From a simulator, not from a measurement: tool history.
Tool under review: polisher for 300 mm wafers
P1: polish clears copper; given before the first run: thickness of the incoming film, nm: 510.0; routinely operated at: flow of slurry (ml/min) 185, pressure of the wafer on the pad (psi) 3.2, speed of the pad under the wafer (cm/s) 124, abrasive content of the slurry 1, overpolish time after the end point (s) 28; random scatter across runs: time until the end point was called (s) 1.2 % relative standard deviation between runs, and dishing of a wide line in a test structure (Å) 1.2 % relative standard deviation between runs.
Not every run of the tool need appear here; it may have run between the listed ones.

| run | hour | flow of slurry (ml/min) | pressure of the wafer on the pad (psi) | speed of the pad under the wafer (cm/s) | abrasive content of the slurry | overpolish time after the end point (s) | time until the end point was called (s) | dishing of a wide line in a test structure (Å) |
|---|---|---|---|---|---|---|---|---|
| 1 | 6.7 | 185 | 3.2 | 124 | 1 | 28 | 107.43 | 553.02 |
| 2 | 16 | 185 | 3.2 | 160 | 1 | 28 | 84.872 | 630.13 |
| 3 | 28.6 | 185 | 3.2 | 56 | 1 | 54 | 245.73 | 532.99 |
| 4 | 37.2 | 185 | 3.2 | 124 | 1 | 28 | 110.06 | 562.66 |
| 5 | 47.1 | 110 | 3.2 | 124 | 1 | 28 | 119.44 | 542.74 |
| 6 | 58.4 | 275 | 3.2 | 124 | 1 | 28 | 102.3 | 575.63 |
| 7 | 73.3 | 185 | 3.2 | 124 | 1 | 8 | 109.8 | 249.96 |
| 8 | 83.3 | 185 | 3.2 | 124 | 1 | 28 | 109.68 | 574.45 |
| 9 | 90.6 | 185 | 3.2 | 124 | 1 | 53 | 107.49 | 706.11 |
| 10 | 102 | 185 | 3.2 | 124 | 0.55 | 28 | 125.16 | 534.78 |
| 11 | 113.9 | 185 | 3.2 | 124 | 1 | 28 | 108.74 | 561.83 |
| 12 | 125.9 | 185 | 3.9 | 124 | 1.4 | 28 | 84.019 | 648.14 |
| 13 | 138.5 | 185 | 3.2 | 124 | 1 | 28 | 110.18 | 576.5 |
| 14 | 149.9 | 185 | 1.6 | 124 | 1 | 28 | 221.29 | 357.37 |
| 15 | 157.5 | 185 | 3.2 | 180 | 0.8 | 28 | 77.89 | 636.36 |
| 16 | 170 | 185 | 3.2 | 60 | 1 | 28 | 229.58 | 373.37 |
| 17 | 181.2 | 185 | 4.9 | 124 | 1 | 28 | 70.982 | 705.1 |
| 18 | 193.4 | 185 | 3.2 | 124 | 1.3 | 28 | 102.4 | 581.22 |
| 19 | 205.8 | 185 | 3.2 | 124 | 1 | 28 | 109.8 | 570.34 |
| 20 | 217.7 | 185 | 3.2 | 124 | 1 | 28 | 108.2 | 563.41 |
| 21 | 224.6 | 185 | 3.2 | 124 | 1 | 28 | 110 | 558.13 |
| 22 | 236.3 | 185 | 3.2 | 124 | 1 | 28 | 115.31 | 553.42 |
| 23 | 251 | 185 | 3.2 | 124 | 1 | 28 | 116.11 | 542.56 |
|  | 255.6 | head pressure recalibrated |
|  | 256.4 | slurry blender recalibrated |
| 24 | 258.9 | 185 | 3.2 | 124 | 1 | 28 | 115.57 | 546.25 |
| 25 | 267.3 | 185 | 3.2 | 124 | 1 | 28 | 118.06 | 552.52 |
| 26 | 280.9 | 185 | 3.2 | 124 | 1 | 28 | 119.9 | 546.82 |
| 27 | 287.6 | 185 | 3.2 | 124 | 1 | 28 | 116.7 | 543.09 |
| 28 | 295.3 | 185 | 3.2 | 124 | 1 | 28 | 120.42 | 553.13 |
| 29 | 306.5 | 185 | 3.2 | 124 | 1 | 28 | 121.33 | 540.39 |
| 30 | 317.3 | 185 | 3.2 | 124 | 1 | 28 | 120.92 | 541.33 |

The log shows P1 creeping away from where it was. Any of the 2 causes listed here, at the size stated for it, fits the log just as well as the others:
A: removal rate lost through wear of the pad, % = 8.74
B: slurry flow missing at the pad, % = 39.8
Creep in the process output first set in at about hour 217.7.
Why every other cause is out:
head's pressure below its setpoint, %: serviced at hour 255.6, after the drift had started, without restoring the earlier output
abrasive missing from the slurry, %: serviced at hour 256.4, after the drift had started, without restoring the earlier output

The 4 check runs listed below each average the results of 3 wafers, and their outcomes are marked with question marks. Under which run would the listed causes produce clearly different results?
| check 1 | 328.1 | 185 | 3.2 | 124 | 0.55 | 52 | ? | ? |
| check 2 | 328.1 | 110 | 3.2 | 124 | 1 | 28 | ? | ? |
| check 3 | 328.1 | 185 | 4.8 | 124 | 1.3 | 28 | ? | ? |
| check 4 | 328.1 | 185 | 1.6 | 124 | 1.2 | 28 | ? | ? |

How each check would come out, cause by cause:
| check | result | if A | if B |
|---|---|---|---|
| check 1 | time until the end point was called (s) | 135.29 | 135.31 |
| check 1 | dishing of a wide line in a test structure (Å) | 657.55 | 657.52 |
| check 2 | time until the end point was called (s) | 131.42 | 138.7 |
| check 2 | dishing of a wide line in a test structure (Å) | 515.92 | 501.2 |
| check 3 | time until the end point was called (s) | 75.297 | 75.307 |
| check 3 | dishing of a wide line in a test structure (Å) | 682.78 | 682.75 |
| check 4 | time until the end point was called (s) | 229.9 | 229.93 |
| check 4 | dishing of a wide line in a test structure (Å) | 345.44 | 345.41 |
Per-check spread between the two closest causes, in the result where they differ most: check 1 0.01 %; check 2 5.39 %; check 3 0.01 %; check 4 0.01 %
Only check 2 tells the causes apart: in the others they would give nearly the same result.

After running check 2, the following was obtained: time until the end point was called (s) 132.38; dishing of a wide line in a test structure (Å) 513.73. Which cause does this point to?

The cause is A: removal rate lost through wear of the pad, %.

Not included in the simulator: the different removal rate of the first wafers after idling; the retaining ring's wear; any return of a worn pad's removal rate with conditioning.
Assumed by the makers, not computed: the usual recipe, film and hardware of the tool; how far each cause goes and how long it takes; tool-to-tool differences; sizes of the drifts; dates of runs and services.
